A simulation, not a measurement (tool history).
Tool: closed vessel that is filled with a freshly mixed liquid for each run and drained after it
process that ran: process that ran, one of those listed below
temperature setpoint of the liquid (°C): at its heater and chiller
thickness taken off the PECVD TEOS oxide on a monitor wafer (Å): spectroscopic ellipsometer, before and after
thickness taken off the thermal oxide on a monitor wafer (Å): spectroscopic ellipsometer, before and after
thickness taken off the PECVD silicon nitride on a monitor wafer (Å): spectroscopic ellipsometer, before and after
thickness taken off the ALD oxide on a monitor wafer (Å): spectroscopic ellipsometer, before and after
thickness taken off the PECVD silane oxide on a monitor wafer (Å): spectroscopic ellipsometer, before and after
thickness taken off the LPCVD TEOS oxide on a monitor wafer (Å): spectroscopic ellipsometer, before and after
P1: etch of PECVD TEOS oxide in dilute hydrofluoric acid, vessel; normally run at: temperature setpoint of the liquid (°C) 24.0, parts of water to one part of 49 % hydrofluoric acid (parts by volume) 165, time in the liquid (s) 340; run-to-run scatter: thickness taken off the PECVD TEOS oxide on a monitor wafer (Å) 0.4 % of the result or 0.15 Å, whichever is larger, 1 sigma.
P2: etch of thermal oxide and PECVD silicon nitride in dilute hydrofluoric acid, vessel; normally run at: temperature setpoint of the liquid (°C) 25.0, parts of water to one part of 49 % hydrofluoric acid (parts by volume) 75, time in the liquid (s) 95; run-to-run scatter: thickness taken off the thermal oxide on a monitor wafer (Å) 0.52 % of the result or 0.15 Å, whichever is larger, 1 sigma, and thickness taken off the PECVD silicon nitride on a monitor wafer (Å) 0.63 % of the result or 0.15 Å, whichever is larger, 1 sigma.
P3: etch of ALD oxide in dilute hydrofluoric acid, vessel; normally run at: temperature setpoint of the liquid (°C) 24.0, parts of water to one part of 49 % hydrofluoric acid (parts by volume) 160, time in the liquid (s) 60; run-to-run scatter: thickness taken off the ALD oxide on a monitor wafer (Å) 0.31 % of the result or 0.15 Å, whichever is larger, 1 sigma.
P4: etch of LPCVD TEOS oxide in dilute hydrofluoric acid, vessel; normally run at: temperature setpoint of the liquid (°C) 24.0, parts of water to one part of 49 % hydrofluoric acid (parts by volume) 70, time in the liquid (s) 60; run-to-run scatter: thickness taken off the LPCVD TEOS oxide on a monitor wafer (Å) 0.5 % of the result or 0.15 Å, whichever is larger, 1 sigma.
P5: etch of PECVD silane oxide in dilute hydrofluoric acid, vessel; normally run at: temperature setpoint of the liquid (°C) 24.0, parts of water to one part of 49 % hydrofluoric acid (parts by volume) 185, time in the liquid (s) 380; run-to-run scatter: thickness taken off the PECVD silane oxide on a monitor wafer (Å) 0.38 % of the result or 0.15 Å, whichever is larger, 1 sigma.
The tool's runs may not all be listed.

run   hour  process that ran  temperature setpoint of the liquid (°C)  parts of water to one part of 49 % hydrofluoric acid (parts by volume)  time in the liquid (s)  thickness taken off the PECVD TEOS oxide on a monitor wafer (Å)  thickness taken off the thermal oxide on a monitor wafer (Å)  thickness taken off the PECVD silicon nitride on a monitor wafer (Å)  thickness taken off the ALD oxide on a monitor wafer (Å)  thickness taken off the PECVD silane oxide on a monitor wafer (Å)  thickness taken off the LPCVD TEOS oxide on a monitor wafer (Å)
  1    6.4                P1                                     24.0                                                                     165                     340                                                          194.370
  2   17.3                P2                                     25.0                                                                      75                      95                                                                                                                         62.432                                                                36.806
  3   24.5                P3                                     24.0                                                                     160                      60                                                                                                                                                                                                                                                         94.816
  4   35.5                P1                                     17.5                                                                      80                     340                                                          339.100
  5   43.9                P1                                     17.0                                                                     165                     110                                                           47.611
  6   50.4                P2                                     25.0                                                                      75                      95                                                                                                                         63.016                                                                36.670
  7   61.2                P3                                     18.0                                                                     160                      60                                                                                                                                                                                                                                                         74.374
  8   72.4                P5                                     24.0                                                                     185                     655                                                                                                                                                                                                                                                                                                                           1013.40
  9   85.5                P4                                     24.0                                                                      70                      90                                                                                                                                                                                                                                                                                                                                                                                            226.740
 10   96.4                P2                                     25.0                                                                      75                     145                                                                                                                         94.971                                                                56.007
 11  109.9                P5                                     24.0                                                                     320                     380                                                                                                                                                                                                                                                                                                                            297.22
 12  120.2                P1                                     24.0                                                                     165                     340                                                          194.030
 13  129.7                P1                                     24.0                                                                     165                     340                                                          195.090
 14  144.0                P4                                     24.0                                                                      70                      60                                                                                                                                                                                                                                                                                                                                                                                            150.050
 15  153.0                P1                                     19.0                                                                     165                      70                                                           32.992
 16  161.5                P1                                     19.0                                                                     165                     340                                                          159.600
 17  170.3                P4                                     24.0                                                                      70                      60                                                                                                                                                                                                                                                                                                                                                                                            151.420
 18  179.5                P4                                     24.0                                                                     130                      60                                                                                                                                                                                                                                                                                                                                                                                             75.527
 19  188.9                P3                                     24.0                                                                     160                     110                                                                                                                                                                                                                                                        173.690
 20  202.6                P5                                     24.0                                                                     185                     380                                                                                                                                                                                                                                                                                                                            590.49
 21  216.2                P1                                     24.0                                                                     165                     535                                                          305.980
 22  226.0                P1                                     24.0                                                                      55                     340                                                          669.760
 23  238.3                P5                                     17.0                                                                     185                     380                                                                                                                                                                                                                                                                                                                            447.12
 24  250.5                P2                                     17.5                                                                      75                      95                                                                                                                         46.713                                                                22.386
 25  260.6                P2                                     25.0                                                                      25                      95                                                                                                                        199.400                                                               107.850
 26  270.5                P3                                     24.0                                                                     240                      60                                                                                                                                                                                                                                                         57.756
 27  281.9                P1                                     24.0                                                                     165                     125                                                           71.514
 28  294.4                P1                                     24.0                                                                     165                     340                                                          194.940
 29  306.4                P1                                     24.0                                                                     225                     340                                                          133.300
 30  314.7                P5                                     24.0                                                                     185                     380                                                                                                                                                                                                                                                                                                                            591.96
 31  326.7                P4                                     32.0                                                                      70                      60                                                                                                                                                                                                                                                                                                                                                                                            206.150
 32  334.5                P1                                     30.0                                                                     165                     340                                                          242.450
 33  347.6                P1                                     24.0                                                                     165                     340                                                          194.200
 34  353.8                P1                                     24.0                                                                     165                     340                                                          199.660
 35  362.4                P1                                     24.0                                                                     165                     340                                                          203.940
 36  371.1                P1                                     24.0                                                                     165                     340                                                          208.620
 37  377.7                P1                                     24.0                                                                     165                     340                                                          209.880
 38  391.8                P1                                     24.0                                                                     165                     340                                                          209.570
 39  399.6                P1                                     24.0                                                                     165                     340                                                          210.670
 40  411.7                P1                                     24.0                                                                     165                     340                                                          209.950

What P1 gives has crept away from where it was. These 2 causes fit the log equally well, each at the size given:
A: liquid hotter than its thermometer reads (K) = 2.2
B: hydrofluoric acid flow above the setpoint (%) = 7.22
The creep began at about hour 347.6.

4 check runs are offered, one wafer each, their results left as question marks. Which one tells the causes apart?
check 1  423.8                P3                                     24.0                                                                     220                     105                                                                                                                                                                                                                                                              ?
check 2  423.8                P2                                     25.0                                                                      75                     130                                                                                                                              ?                                                                     ?
check 3  423.8                P4                                     31.0                                                                     115                      60                                                                                                                                                                                                                                                                                                                                                                                                  ?
check 4  423.8                P5                                     18.0                                                                     185                     545                                                                                                                                                                                                                                                                                                                                 ?

What each check would give under each cause:
  check                                                                result     if A     if B
check 1              thickness taken off the ALD oxide on a monitor wafer (Å)  121.950  122.700
check 2          thickness taken off the thermal oxide on a monitor wafer (Å)   93.646   92.633
check 2  thickness taken off the PECVD silicon nitride on a monitor wafer (Å)   58.537   54.282
check 3       thickness taken off the LPCVD TEOS oxide on a monitor wafer (Å)  122.510  122.620
check 4     thickness taken off the PECVD silane oxide on a monitor wafer (Å)   729.42   725.89
How far apart the two closest causes lie, in the result that separates them most: check 1 0.61 %; check 2 7.55 %; check 3 0.09 %; check 4 0.49 %
Only check 2 tells the causes apart: in the others they would give nearly the same result.

Then check 2 was run and gave: thickness taken off the thermal oxide on a monitor wafer (Å) 93.791; thickness taken off the PECVD silicon nitride on a monitor wafer (Å) 58.384. Which cause is it?

It is A: liquid hotter than its thermometer reads (K).

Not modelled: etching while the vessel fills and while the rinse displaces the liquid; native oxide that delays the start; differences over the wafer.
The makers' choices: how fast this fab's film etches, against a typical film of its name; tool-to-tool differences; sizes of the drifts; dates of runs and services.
